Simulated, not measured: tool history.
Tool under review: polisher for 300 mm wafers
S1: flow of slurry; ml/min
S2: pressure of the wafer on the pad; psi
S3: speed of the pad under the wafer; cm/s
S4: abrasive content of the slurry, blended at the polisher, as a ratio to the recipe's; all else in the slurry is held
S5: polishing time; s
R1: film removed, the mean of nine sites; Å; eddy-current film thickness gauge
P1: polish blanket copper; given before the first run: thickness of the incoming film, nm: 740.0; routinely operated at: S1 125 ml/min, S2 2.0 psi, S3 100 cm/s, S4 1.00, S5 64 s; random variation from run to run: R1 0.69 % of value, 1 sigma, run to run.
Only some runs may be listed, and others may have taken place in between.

{"run": 1, "hour": 6.1, "S1": 125, "S2": 2.0, "S3": 100, "S4": 1.0, "S5": 64, "R1": 1440.4}
{"run": 2, "hour": 10.2, "S1": 125, "S2": 2.0, "S3": 100, "S4": 1.0, "S5": 64, "R1": 1413.7}
{"run": 3, "hour": 16.1, "S1": 125, "S2": 2.0, "S3": 100, "S4": 1.0, "S5": 64, "R1": 1410.1}
{"run": 4, "hour": 20.3, "S1": 125, "S2": 1.1, "S3": 100, "S4": 1.0, "S5": 64, "R1": 789.3}
{"run": 5, "hour": 24.4, "S1": 125, "S2": 2.0, "S3": 100, "S4": 1.0, "S5": 64, "R1": 1423.8}
{"run": 6, "hour": 28.8, "S1": 80, "S2": 1.1, "S3": 100, "S4": 1.0, "S5": 64, "R1": 699.92}
{"run": 7, "hour": 35.5, "S1": 90, "S2": 2.0, "S3": 100, "S4": 1.0, "S5": 64, "R1": 1321.7}
{"run": 8, "hour": 39.3, "S1": 125, "S2": 2.0, "S3": 100, "S4": 1.0, "S5": 37, "R1": 819.91}
{"run": 9, "hour": 43.9, "S1": 125, "S2": 2.0, "S3": 100, "S4": 0.7, "S5": 64, "R1": 1326.4}
{"run": 10, "hour": 47.4, "S1": 125, "S2": 2.7, "S3": 100, "S4": 1.0, "S5": 64, "R1": 1908.5}
{"run": 11, "hour": 50.3, "S1": 125, "S2": 2.0, "S3": 100, "S4": 1.0, "S5": 64, "R1": 1428.3}
{"run": 12, "hour": 54.1, "S1": 125, "S2": 2.0, "S3": 100, "S4": 1.0, "S5": 64, "R1": 1420.3}
{"run": 13, "hour": 58.6, "S1": 195, "S2": 2.0, "S3": 100, "S4": 1.0, "S5": 64, "R1": 1521.5}
{"run": 14, "hour": 62.5, "S1": 125, "S2": 2.0, "S3": 48, "S4": 1.0, "S5": 64, "R1": 681.21}
{"hour": 64.6, "done": "head pressure recalibrated"}
{"run": 15, "hour": 68.5, "S1": 125, "S2": 2.0, "S3": 100, "S4": 1.45, "S5": 64, "R1": 1555.6}
{"run": 16, "hour": 74.1, "S1": 125, "S2": 2.0, "S3": 100, "S4": 1.0, "S5": 95, "R1": 2121.6}
{"run": 17, "hour": 77.8, "S1": 125, "S2": 2.0, "S3": 156, "S4": 1.0, "S5": 64, "R1": 2197.8}
{"run": 18, "hour": 84.2, "S1": 125, "S2": 2.0, "S3": 100, "S4": 1.0, "S5": 64, "R1": 1418.0}
{"run": 19, "hour": 87.4, "S1": 125, "S2": 2.0, "S3": 100, "S4": 1.0, "S5": 64, "R1": 1432.4}
{"run": 20, "hour": 91.3, "S1": 125, "S2": 2.0, "S3": 100, "S4": 1.0, "S5": 64, "R1": 1421.0}
{"run": 21, "hour": 96.1, "S1": 125, "S2": 2.0, "S3": 100, "S4": 1.0, "S5": 64, "R1": 1365.7}
{"run": 22, "hour": 101.5, "S1": 125, "S2": 2.0, "S3": 100, "S4": 1.0, "S5": 64, "R1": 1351.0}
{"run": 23, "hour": 104.9, "S1": 125, "S2": 2.0, "S3": 100, "S4": 1.0, "S5": 64, "R1": 1347.0}
{"hour": 107.6, "done": "slurry blender recalibrated"}
{"run": 24, "hour": 111.6, "S1": 125, "S2": 2.0, "S3": 100, "S4": 1.0, "S5": 64, "R1": 1347.2}
{"run": 25, "hour": 116.6, "S1": 125, "S2": 2.0, "S3": 100, "S4": 1.0, "S5": 64, "R1": 1347.5}
{"run": 26, "hour": 120.2, "S1": 125, "S2": 2.0, "S3": 100, "S4": 1.0, "S5": 64, "R1": 1340.4}
{"hour": 120.5, "done": "worn pad replaced by a new one"}
{"run": 27, "hour": 123.2, "S1": 125, "S2": 2.0, "S3": 100, "S4": 1.0, "S5": 64, "R1": 1325.7}
{"run": 28, "hour": 128.4, "S1": 125, "S2": 2.0, "S3": 100, "S4": 1.0, "S5": 64, "R1": 1331.8}
{"run": 29, "hour": 132.6, "S1": 125, "S2": 2.0, "S3": 100, "S4": 1.0, "S5": 64, "R1": 1328.9}
{"run": 30, "hour": 137.4, "S1": 125, "S2": 2.0, "S3": 100, "S4": 1.0, "S5": 64, "R1": 1316.5}

The log shows P1 creeping away from where it was. Any of the 2 causes listed here, at the size stated for it, fits the log just as well as the others:
A: slurry flow missing at the pad, % = 26.1
B: head's pressure below its setpoint, % = 6.83
The onset of the drift is placed at about hour 87.4.
The rest of the possible causes, and what rules out each one:
removal rate lost through wear of the pad, %: serviced at hour 120.5, after the change had begun; the process did not return to its earlier output
abrasive missing from the slurry, %: serviced at hour 107.6, after the change had begun; the process did not return to its earlier output

You are offered 4 check runs, listed below with question marks in place of their results; each one averages 5 wafers. Which run separates the listed causes by giving clearly different results for each?
{"run": "check 1", "hour": 142.2, "S1": 125, "S2": 1.1, "S3": 78, "S4": 1.0, "S5": 64, "R1": "?"}
{"run": "check 2", "hour": 142.2, "S1": 195, "S2": 2.0, "S3": 100, "S4": 1.0, "S5": 64, "R1": "?"}
{"run": "check 3", "hour": 142.2, "S1": 125, "S2": 1.3, "S3": 100, "S4": 1.0, "S5": 43, "R1": "?"}
{"run": "check 4", "hour": 142.2, "S1": 125, "S2": 2.0, "S3": 138, "S4": 0.75, "S5": 64, "R1": "?"}

If the cause were each of the candidates in turn, the checks would give the following:
check=check_1 result=R1 if_A=569.21 if_B=569.17
check=check_2 result=R1 if_A=1463.20 if_B=1429.00
check=check_3 result=R1 if_A=579.45 if_B=579.41
check=check_4 result=R1 if_A=1723.40 if_B=1723.30
Distance between the nearest two causes, measured in the result of the check that separates them most: check 1 0.01 %; check 2 2.36 %; check 3 0.01 %; check 4 0.01 %
Only in check 2 would the causes give clearly different results; in the remaining checks their results would be nearly the same.

The results of check 2 are: R1 1429.70 Å. Based on these, which of the listed causes is it?

The cause is B: head's pressure below its setpoint, %.
